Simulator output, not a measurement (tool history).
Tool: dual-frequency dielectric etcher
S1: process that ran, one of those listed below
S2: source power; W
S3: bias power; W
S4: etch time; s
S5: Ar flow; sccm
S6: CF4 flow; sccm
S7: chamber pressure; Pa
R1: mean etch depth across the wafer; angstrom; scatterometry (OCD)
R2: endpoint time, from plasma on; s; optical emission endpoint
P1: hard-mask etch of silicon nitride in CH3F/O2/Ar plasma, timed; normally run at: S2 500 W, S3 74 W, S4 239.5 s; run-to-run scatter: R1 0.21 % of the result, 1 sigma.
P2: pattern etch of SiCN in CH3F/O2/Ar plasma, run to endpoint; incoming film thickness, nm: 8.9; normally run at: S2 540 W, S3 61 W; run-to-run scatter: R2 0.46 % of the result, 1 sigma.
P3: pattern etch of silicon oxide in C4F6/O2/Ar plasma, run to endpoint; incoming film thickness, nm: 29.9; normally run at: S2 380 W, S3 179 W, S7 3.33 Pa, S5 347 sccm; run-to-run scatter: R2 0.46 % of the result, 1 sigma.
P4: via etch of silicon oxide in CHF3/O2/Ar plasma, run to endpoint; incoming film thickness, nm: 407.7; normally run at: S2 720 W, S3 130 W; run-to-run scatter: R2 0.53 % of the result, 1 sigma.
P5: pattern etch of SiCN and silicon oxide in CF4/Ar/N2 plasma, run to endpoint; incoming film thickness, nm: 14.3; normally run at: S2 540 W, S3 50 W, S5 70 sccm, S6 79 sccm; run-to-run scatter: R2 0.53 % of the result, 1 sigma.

run,day,S1,S2,S3,S4,S5,S6,S7,R1,R2
1,0.442,P1,500,74,239.5,,,,1850.2,
2,0.871,P1,340,74,239.5,,,,1592.9,
3,1.288,P1,500,74,239.5,,,,1845.3,
4,1.775,P5,540,50,,43,79,,,13.475
5,2.2,P1,500,89,334.5,,,,2746.4,
6,2.583,P1,500,51,239.5,,,,1637.1,
7,2.867,P1,500,101,239.5,,,,2059.7,
8,3.204,P2,710,61,,,,,,20.077
9,3.533,P4,720,176,,,,,,196.91
10,3.9,P3,380,179,,347,,3.33,,9.886
11,4.271,P2,540,61,,,,,,22.468
12,4.704,P4,720,130,,,,,,215.49
# day 5: bias power generator calibrated
13,5.029,P1,500,74,239.5,,,,1843,
14,5.246,P3,380,128,,347,,3.33,,10.824
15,5.75,P1,500,74,360,,,,2781,
16,6,P1,500,74,239.5,,,,1846.7,
17,6.225,P5,540,67,,70,79,,,13.145
18,6.454,P1,350,56,239.5,,,,1469.5,
19,6.688,P1,500,74,160.5,,,,1235.2,
# day 6.788: wet clean of the chamber
20,7.079,P3,480,179,,347,,3.33,,9.0655
21,7.567,P5,540,50,,70,79,,,14.316
22,7.938,P5,540,50,,70,79,,,14.345
23,8.358,P3,380,179,,422,,3.33,,10.112
24,8.767,P5,540,50,,70,48,,,15.517
25,9.029,P1,620,74,239.5,,,,2001.3,
26,9.262,P3,380,179,,347,,4.6,,10.228
27,9.517,P1,500,74,239.5,,,,1843.4,
28,9.925,P2,540,36,,,,,,26.477
29,10.317,P2,540,61,,,,,,22.364
30,10.742,P4,850,130,,,,,,203.88
31,10.962,P5,730,50,,70,79,,,11.017
32,11.321,P1,500,74,239.5,,,,1851,
33,11.562,P1,500,74,239.5,,,,1850.6,
34,12.058,P1,500,74,239.5,,,,1868.5,
35,12.504,P1,500,74,239.5,,,,1868.3,
# day 12.675: wet clean of the chamber
36,12.9,P1,500,74,239.5,,,,1866,
37,13.329,P1,500,74,239.5,,,,1871,
38,13.812,P1,500,74,239.5,,,,1872.8,
39,14.104,P1,500,74,239.5,,,,1878.3,
40,14.546,P1,500,74,239.5,,,,1876,

What P1 gives has crept away from where it was. These 2 causes fit the log equally well, each at the size given:
A: bias power that arrives over what is set, % = 4
B: source power that arrives over what is set, % = 3.57
The creep began at about day 11.321.
Why every other cause is out:
chamber walls in a state that raises the etch rate, %: serviced at day 12.675, which brought nothing back

4 check runs are offered, each on 5 wafers whose results are averaged, their results left as question marks. Which one tells the causes apart?
check 1,14.988,P5,650,50,,70,79,,,?
check 2,14.988,P2,690,46,,,,,,?
check 3,14.988,P4,830,150,,,,,,?
check 4,14.988,P3,460,179,,347,,3.33,,?

What each check would give under each cause:
check,result,if A,if B
check 1,R2,11.977,11.731
check 2,R2,22.025,21.98
check 3,R2,193.6,193.36
check 4,R2,9.074,9.0611
How far apart the two closest causes lie, in the result that separates them most: check 1 2.08 %; check 2 0.2 %; check 3 0.12 %; check 4 0.14 %
Only check 1 tells the causes apart: in the others they would give nearly the same result.

Check 1 was then run and gave: R2 12.008 s. Which cause is it?

It is A: bias power that arrives over what is set, %.
